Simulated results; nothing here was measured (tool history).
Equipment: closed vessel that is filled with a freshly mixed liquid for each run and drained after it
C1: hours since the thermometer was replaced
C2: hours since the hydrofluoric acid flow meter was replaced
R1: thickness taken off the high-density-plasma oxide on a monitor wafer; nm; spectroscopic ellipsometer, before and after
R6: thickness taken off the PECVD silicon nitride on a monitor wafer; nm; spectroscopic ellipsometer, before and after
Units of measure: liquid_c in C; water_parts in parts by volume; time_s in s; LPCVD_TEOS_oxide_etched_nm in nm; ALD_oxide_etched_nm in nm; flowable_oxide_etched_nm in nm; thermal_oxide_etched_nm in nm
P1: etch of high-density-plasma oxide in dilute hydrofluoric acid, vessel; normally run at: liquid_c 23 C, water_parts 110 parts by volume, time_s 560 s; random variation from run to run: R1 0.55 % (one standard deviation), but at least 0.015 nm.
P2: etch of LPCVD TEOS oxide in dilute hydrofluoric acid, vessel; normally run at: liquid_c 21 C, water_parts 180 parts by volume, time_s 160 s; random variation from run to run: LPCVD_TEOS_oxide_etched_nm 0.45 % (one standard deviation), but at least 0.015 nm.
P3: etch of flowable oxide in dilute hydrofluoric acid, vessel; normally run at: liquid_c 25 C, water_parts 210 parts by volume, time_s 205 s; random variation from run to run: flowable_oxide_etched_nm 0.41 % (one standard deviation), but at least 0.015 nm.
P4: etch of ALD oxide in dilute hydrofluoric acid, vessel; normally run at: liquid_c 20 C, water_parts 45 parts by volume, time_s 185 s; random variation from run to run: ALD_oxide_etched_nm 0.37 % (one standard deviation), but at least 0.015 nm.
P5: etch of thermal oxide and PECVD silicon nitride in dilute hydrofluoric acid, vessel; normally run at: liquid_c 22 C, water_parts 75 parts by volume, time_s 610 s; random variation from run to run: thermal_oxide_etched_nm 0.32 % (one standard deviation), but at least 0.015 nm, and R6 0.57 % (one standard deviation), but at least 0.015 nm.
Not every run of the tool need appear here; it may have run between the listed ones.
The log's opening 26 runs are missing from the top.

run 27 hour=344.9 | process=P1 liquid_c=23 water_parts=110 time_s=960 | C1=1851.9 C2=1076.4 | R1=62.988
run 28 hour=355.1 | process=P2 liquid_c=21 water_parts=75 time_s=160 | C1=1862.1 C2=1086.6 | LPCVD_TEOS_oxide_etched_nm=33.168
run 29 hour=371.8 | process=P3 liquid_c=25 water_parts=210 time_s=205 | C1=1878.8 C2=1103.3 | flowable_oxide_etched_nm=31.544
run 30 hour=386.5 | process=P4 liquid_c=20 water_parts=45 time_s=185 | C1=1893.5 C2=1118 | ALD_oxide_etched_nm=37.012
run 31 hour=401.7 | process=P5 liquid_c=17 water_parts=75 time_s=610 | C1=1908.7 C2=1133.2 | thermal_oxide_etched_nm=29.384 R6=20.774
run 32 hour=412 | process=P5 liquid_c=22 water_parts=75 time_s=955 | C1=1919 C2=1143.5 | thermal_oxide_etched_nm=56.881 R6=46.659
run 33 hour=428.5 | process=P1 liquid_c=23 water_parts=110 time_s=560 | C1=1935.5 C2=1160 | R1=36.792
run 34 hour=439.1 | process=P1 liquid_c=23 water_parts=110 time_s=560 | C1=1946.1 C2=1170.6 | R1=37.078
run 35 hour=454.4 | process=P1 liquid_c=23 water_parts=110 time_s=560 | C1=1961.4 C2=1185.9 | R1=38.053
run 36 hour=468.9 | process=P1 liquid_c=23 water_parts=110 time_s=560 | C1=1975.9 C2=1200.4 | R1=38.821
run 37 hour=483.3 | process=P1 liquid_c=23 water_parts=110 time_s=560 | C1=1990.3 C2=1214.8 | R1=39.23
run 38 hour=493.4 | process=P1 liquid_c=23 water_parts=110 time_s=560 | C1=2000.4 C2=1224.9 | R1=40.133
run 39 hour=506.1 | process=P1 liquid_c=23 water_parts=110 time_s=560 | C1=2013.1 C2=1237.6 | R1=39.762
run 40 hour=517.9 | process=P1 liquid_c=23 water_parts=110 time_s=560 | C1=2024.9 C2=1249.4 | R1=39.952
run 41 hour=535.3 | process=P1 liquid_c=23 water_parts=110 time_s=560 | C1=2042.3 C2=1266.8 | R1=40.139
run 42 hour=553.2 | process=P1 liquid_c=23 water_parts=110 time_s=560 | C1=2060.2 C2=1284.7 | R1=40.428
run 43 hour=562.4 | process=P1 liquid_c=23 water_parts=110 time_s=560 | C1=2069.4 C2=1293.9 | R1=40.552
run 44 hour=580.3 | process=P1 liquid_c=23 water_parts=110 time_s=560 | C1=2087.3 C2=1311.8 | R1=40.753

The next listed run, before its measurement:
run 45 hour=592.2 | process=P1 liquid_c=23 water_parts=110 time_s=560 | C1=2099.2 C2=1323.7 | R1=?

R1: 41.017 nm
